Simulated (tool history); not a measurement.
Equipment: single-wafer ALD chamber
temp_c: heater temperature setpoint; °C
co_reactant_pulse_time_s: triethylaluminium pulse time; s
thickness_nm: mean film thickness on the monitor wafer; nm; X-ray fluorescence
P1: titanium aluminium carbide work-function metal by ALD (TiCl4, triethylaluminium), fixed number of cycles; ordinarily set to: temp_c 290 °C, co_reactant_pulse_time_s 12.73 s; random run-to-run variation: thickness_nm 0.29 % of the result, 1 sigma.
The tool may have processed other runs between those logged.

| run | day | temp_c | co_reactant_pulse_time_s | hours since the last thermocouple change | hours since the last triethylaluminium bottle change | thickness_nm |
|---|---|---|---|---|---|---|
| 1 | 0.329 | 290 | 12.73 | 819 | 267.4 | 1.9798 |
| 2 | 0.617 | 315 | 12.73 | 825.9 | 274.3 | 2.2219 |
| 3 | 0.912 | 290 | 12.73 | 833 | 281.4 | 1.9871 |
| 4 | 1.196 | 290 | 19.06 | 839.8 | 288.2 | 2.0035 |
| 5 | 1.462 | 290 | 7.61 | 846.2 | 294.6 | 1.859 |
| 6 | 1.946 | 290 | 12.73 | 857.8 | 306.2 | 1.9719 |
| 7 | 2.433 | 272 | 18.47 | 869.5 | 317.9 | 1.8443 |
| 8 | 2.921 | 269 | 12.73 | 881.2 | 329.6 | 1.8069 |
| 9 | 3.479 | 290 | 12.73 | 894.6 | 343 | 1.9806 |
| 10 | 3.875 | 290 | 12.73 | 904.1 | 352.5 | 1.9794 |
| 11 | 4.225 | 290 | 12.73 | 912.5 | 360.9 | 1.9851 |
| 12 | 4.633 | 290 | 12.73 | 922.3 | 370.7 | 1.9632 |
| 13 | 4.983 | 290 | 12.73 | 930.7 | 379.1 | 1.9513 |
| 14 | 5.292 | 290 | 12.73 | 938.1 | 386.5 | 1.9574 |
| 15 | 5.646 | 290 | 12.73 | 946.6 | 395 | 1.9449 |
| 16 | 5.95 | 290 | 12.73 | 953.9 | 402.3 | 1.9439 |
| 17 | 6.467 | 290 | 12.73 | 966.3 | 414.7 | 1.944 |
| 18 | 6.771 | 290 | 12.73 | 973.6 | 422 | 1.9533 |
| 19 | 7.271 | 290 | 12.73 | 985.6 | 434 | 1.9438 |
| 20 | 7.554 | 290 | 12.73 | 992.4 | 440.8 | 1.9419 |
| 21 | 8.075 | 290 | 12.73 | 1004.9 | 453.3 | 1.9453 |

Something has made what P1 gives creep away from where it was; the 2 causes below, each at its own stated size, fit the log equally well:
A: triethylaluminium dose below that of a fresh bottle (%) = 20.5
B: wafer temperature below the value expected at the setpoint (K) = 4.07
The creep began at about day 3.875.

The check runs listed below each take one wafer, and their results are still question marks. Under which run would the listed causes lead to clearly different results?
| check 1 | 8.596 | 281 | 12.73 |  |  | ? |
| check 2 | 8.596 | 310 | 12.73 |  |  | ? |
| check 3 | 8.596 | 280 | 12.73 |  |  | ? |
| check 4 | 8.596 | 290 | 8.54 |  |  | ? |

Predicted outcomes, by check and by cause:
| check | result | if A | if B |
|---|---|---|---|
| check 1 | thickness_nm | 1.8689 | 1.8678 |
| check 2 | thickness_nm | 2.1242 | 2.127 |
| check 3 | thickness_nm | 1.8602 | 1.859 |
| check 4 | thickness_nm | 1.8154 | 1.8682 |
Per-check spread between the two closest causes, in the result where they differ most: check 1 0.06 %; check 2 0.13 %; check 3 0.06 %; check 4 2.87 %
Check 4 is the one run that separates the causes; every other check would come out nearly the same whichever cause is at work.

With check 4 done, the readings were: thickness_nm 1.8761 nm. Identify which of the listed causes applies.

It is B: wafer temperature below the value expected at the setpoint (K).
